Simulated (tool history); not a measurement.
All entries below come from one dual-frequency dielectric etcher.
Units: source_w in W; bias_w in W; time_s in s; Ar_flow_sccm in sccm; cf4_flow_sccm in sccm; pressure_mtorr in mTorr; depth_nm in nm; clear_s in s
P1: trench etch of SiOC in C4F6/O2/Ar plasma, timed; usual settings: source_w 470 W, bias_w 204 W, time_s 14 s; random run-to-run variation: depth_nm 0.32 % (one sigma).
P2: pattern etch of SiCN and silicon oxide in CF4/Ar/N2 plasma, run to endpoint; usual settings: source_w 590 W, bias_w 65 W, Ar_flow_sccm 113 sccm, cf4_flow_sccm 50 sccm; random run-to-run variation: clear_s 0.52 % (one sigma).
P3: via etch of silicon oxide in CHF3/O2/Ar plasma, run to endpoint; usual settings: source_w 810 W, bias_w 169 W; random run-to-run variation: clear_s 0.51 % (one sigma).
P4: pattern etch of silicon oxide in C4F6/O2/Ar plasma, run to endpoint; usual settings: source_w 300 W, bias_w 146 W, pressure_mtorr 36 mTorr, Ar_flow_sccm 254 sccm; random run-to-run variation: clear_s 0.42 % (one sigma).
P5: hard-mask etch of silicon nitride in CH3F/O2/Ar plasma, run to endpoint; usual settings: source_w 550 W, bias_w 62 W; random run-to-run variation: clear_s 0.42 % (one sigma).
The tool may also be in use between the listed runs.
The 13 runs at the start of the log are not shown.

run   hour  process  source_w  bias_w  time_s  Ar_flow_sccm  cf4_flow_sccm  pressure_mtorr  hours since the last wet clean  hours since the last source power generator calibration  hours since the last bias power generator calibration  depth_nm  clear_s
 14   59.6       P3       600     169                                                                                191.3                                                    600.9                                                  819.5             336.52
 15   64.3       P5       550      62                                                                                  196                                                    605.6                                                  824.2             62.704
 16   67.5       P2       590      65                   113             50                                           199.2                                                    608.8                                                  827.4             11.933
 17   70.3       P1       470     204       8                                                                          202                                                    611.6                                                  830.2    18.546
 18   75.9       P1       470     204      14                                                                        207.6                                                    617.2                                                  835.8    32.743
 19   78.8       P1       470     204      14                                                                        210.5                                                    620.1                                                  838.7    32.574
 20     83       P3       810     130                                                                                214.7                                                    624.3                                                  842.9             324.08
 21   87.4       P5       550      84                                                                                219.1                                                    628.7                                                  847.3              56.77
 22   91.2       P1       310     150      14                                                                        222.9                                                    632.5                                                  851.1    25.022
 23   96.8       P1       630     265      14                                                                        228.5                                                    638.1                                                  856.7    39.796
 24   99.7       P4       300     146                   254                             36                           231.4                                                      641                                                  859.6             15.696
 25  104.6       P2       710      65                   113             50                                           236.3                                                    645.9                                                  864.5              9.991
 26  110.5       P4       300     146                   148                             36                           242.2                                                    651.8                                                  870.4             14.661
 27    115       P1       470     204      14                                                                        246.7                                                    656.3                                                  874.9    32.382
 28  120.8       P2       590      41                   113             50                                           252.5                                                    662.1                                                  880.7             13.891
 29  124.9       P4       300     118                   254                             36                           256.6                                                    666.2                                                  884.8              16.61
 30  127.7       P1       470     204    19.5                                                                        259.4                                                      669                                                  887.6    45.622
 31  131.7       P2       590      65                   113             66                                           263.4                                                      673                                                  891.6             11.269
 32  136.4       P1       470     156      14                                                                        268.1                                                    677.7                                                  896.3    29.912
 33  139.3       P1       470     204      14                                                                          271                                                    680.6                                                  899.2    32.587
 34  142.8       P1       470     204      14                                                                        274.5                                                    684.1                                                  902.7    32.355
 35    147       P1       470     204      14                                                                        278.7                                                    688.3                                                  906.9    32.268

Run 36 is up next; what results do you expect?
 36  150.7       P1       470     204      14                                                                        282.4                                                      692                                                  910.6         ?

Run 36 measured depth_nm 32.302 nm.

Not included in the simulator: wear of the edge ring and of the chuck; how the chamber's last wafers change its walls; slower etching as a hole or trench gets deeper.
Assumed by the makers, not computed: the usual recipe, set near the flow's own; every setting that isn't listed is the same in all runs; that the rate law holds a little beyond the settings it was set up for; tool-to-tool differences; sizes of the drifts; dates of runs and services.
